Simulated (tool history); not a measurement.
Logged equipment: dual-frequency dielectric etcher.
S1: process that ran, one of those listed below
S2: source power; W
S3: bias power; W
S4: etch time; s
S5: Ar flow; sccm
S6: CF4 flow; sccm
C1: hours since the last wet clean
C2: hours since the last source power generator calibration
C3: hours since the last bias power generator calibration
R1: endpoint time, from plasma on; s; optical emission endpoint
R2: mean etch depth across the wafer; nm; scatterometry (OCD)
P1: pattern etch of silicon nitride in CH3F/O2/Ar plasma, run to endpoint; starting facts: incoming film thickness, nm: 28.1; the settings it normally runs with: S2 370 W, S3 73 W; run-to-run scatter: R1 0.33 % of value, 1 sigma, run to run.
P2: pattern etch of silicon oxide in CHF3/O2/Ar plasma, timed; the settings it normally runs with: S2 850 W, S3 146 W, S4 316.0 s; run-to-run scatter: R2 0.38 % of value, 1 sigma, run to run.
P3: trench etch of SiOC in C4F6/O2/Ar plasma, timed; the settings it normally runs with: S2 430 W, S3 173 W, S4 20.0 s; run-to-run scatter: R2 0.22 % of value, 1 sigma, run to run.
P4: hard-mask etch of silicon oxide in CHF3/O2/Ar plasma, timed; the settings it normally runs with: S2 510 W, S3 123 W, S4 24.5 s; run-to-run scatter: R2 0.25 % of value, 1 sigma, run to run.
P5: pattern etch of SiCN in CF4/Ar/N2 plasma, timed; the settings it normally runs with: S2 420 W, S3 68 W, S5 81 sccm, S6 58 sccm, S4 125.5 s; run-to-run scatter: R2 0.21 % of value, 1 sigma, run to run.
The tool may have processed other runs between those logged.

run,hour,S1,S2,S3,S4,S5,S6,C1,C2,C3,R1,R2
1,10.2,P1,370,73,,,,332.3,1280.2,764.1,39.635,
2,22.4,P3,430,173,20.0,,,344.5,1292.4,776.3,,41.897
3,31.9,P4,510,123,24.5,,,354.0,1301.9,785.8,,39.877
4,44.0,P5,420,68,125.5,81,58,366.1,1314.0,797.9,,99.396
5,55.1,P3,510,173,20.0,,,377.2,1325.1,809.0,,44.769
6,66.3,P1,370,73,,,,388.4,1336.3,820.2,39.597,
7,74.0,P1,370,73,,,,396.1,1344.0,827.9,39.696,
8,85.0,P5,420,68,69.0,81,58,407.1,1355.0,838.9,,54.760
9,92.2,P2,850,146,474.0,,,414.3,1362.2,846.1,,1007.700
10,99.1,P5,420,68,125.5,81,58,421.2,1369.1,853.0,,99.416
11,105.8,P1,240,73,,,,427.9,1375.8,859.7,47.027,
12,114.9,P5,420,68,125.5,97,58,437.0,1384.9,868.8,,96.721
13,123.1,P5,420,68,125.5,81,44,445.2,1393.1,877.0,,95.229
14,132.2,P4,510,123,24.5,,,454.3,1402.2,886.1,,39.921
15,138.8,P3,430,173,14.5,,,460.9,1408.8,892.7,,30.461
16,144.9,P1,370,93,,,,467.0,1414.9,898.8,36.596,
17,153.2,P3,430,173,20.0,,,475.3,1423.2,907.1,,41.939
18,158.9,P3,430,224,20.0,,,481.0,1428.9,912.8,,45.520
19,170.8,P1,440,51,,,,492.9,1440.8,924.7,41.808,
20,180.4,P1,370,73,,,,502.5,1450.4,934.3,39.833,
21,192.2,P4,510,123,34.5,,,514.3,1462.2,946.1,,56.138
22,202.9,P2,850,206,316.0,,,525.0,1472.9,956.8,,743.450
23,209.2,P5,260,68,125.5,81,58,531.3,1479.2,963.1,,65.284
24,220.9,P2,850,146,316.0,,,543.0,1490.9,974.8,,674.660
25,232.2,P2,1020,146,316.0,,,554.3,1502.2,986.1,,719.820
# hour 232.9: wet clean of the chamber
26,241.0,P1,370,73,,,,8.2,1511.0,994.9,39.838,
27,252.4,P4,700,123,24.5,,,19.6,1522.4,1006.3,,45.023
28,259.0,P4,510,89,24.5,,,26.2,1529.0,1012.9,,36.114
29,271.5,P1,460,73,,,,38.7,1541.5,1025.4,36.585,
30,277.5,P1,370,51,,,,44.7,1547.5,1031.4,44.791,
31,284.3,P5,420,47,125.5,81,58,51.5,1554.3,1038.2,,87.959
32,290.8,P1,460,99,,,,58.0,1560.8,1044.7,33.079,
33,299.1,P2,850,146,316.0,,,66.3,1569.1,1053.0,,671.140
34,306.8,P1,370,73,,,,74.0,1576.8,1060.7,39.984,
35,314.9,P1,370,73,,,,82.1,1584.9,1068.8,39.922,
36,326.9,P1,370,73,,,,94.1,1596.9,1080.8,40.468,
37,335.4,P1,370,73,,,,102.6,1605.4,1089.3,40.325,
# hour 342.5: wet clean of the chamber
38,345.7,P1,370,73,,,,3.3,1615.7,1099.6,40.478,
39,353.9,P1,370,73,,,,11.5,1623.9,1107.8,40.358,
40,363.3,P1,370,73,,,,20.9,1633.3,1117.2,40.250,
41,371.8,P1,370,73,,,,29.4,1641.8,1125.7,40.454,
42,379.0,P1,370,73,,,,36.6,1649.0,1132.9,40.465,
43,385.4,P1,370,73,,,,43.0,1655.4,1139.3,40.618,
44,392.0,P1,370,73,,,,49.6,1662.0,1145.9,40.328,

The output of P1 has drifted from where it used to be. Each of the 2 causes below, taken at the size shown beside it, accounts for the log equally well:
A: source power that arrives under what is set, % = 4.26
B: bias power that arrives under what is set, % = 4.67
The process output started creeping at around hour 306.8.
Why every other cause is out:
chamber walls in a state that lowers the etch rate, %: its service at hour 342.5 followed the start of the drift and did not put the process back to its old value

Each of the 4 check runs below uses one wafer; its results are left as question marks. Which run tells the causes apart?
check 1,398.6,P3,430,173,20.0,,,,,,,?
check 2,398.6,P2,850,146,316.0,,,,,,,?
check 3,398.6,P4,510,123,24.5,,,,,,,?
check 4,398.6,P5,420,68,125.5,81,58,,,,,?

Predicted outcomes, by check and by cause:
check,result,if A,if B
check 1,R2,41.116,41.205
check 2,R2,661.010,662.410
check 3,R2,39.090,39.172
check 4,R2,95.680,97.803
Distance between the nearest two causes, measured in the result of the check that separates them most: check 1 0.22 %; check 2 0.21 %; check 3 0.21 %; check 4 2.19 %
Check 4 is the one run that separates the causes; every other check would come out nearly the same whichever cause is at work.

Check 4 was carried out, with these results: R2 95.579 nm. Which of the listed causes is responsible?

The correct cause is A, namely: source power that arrives under what is set, %.
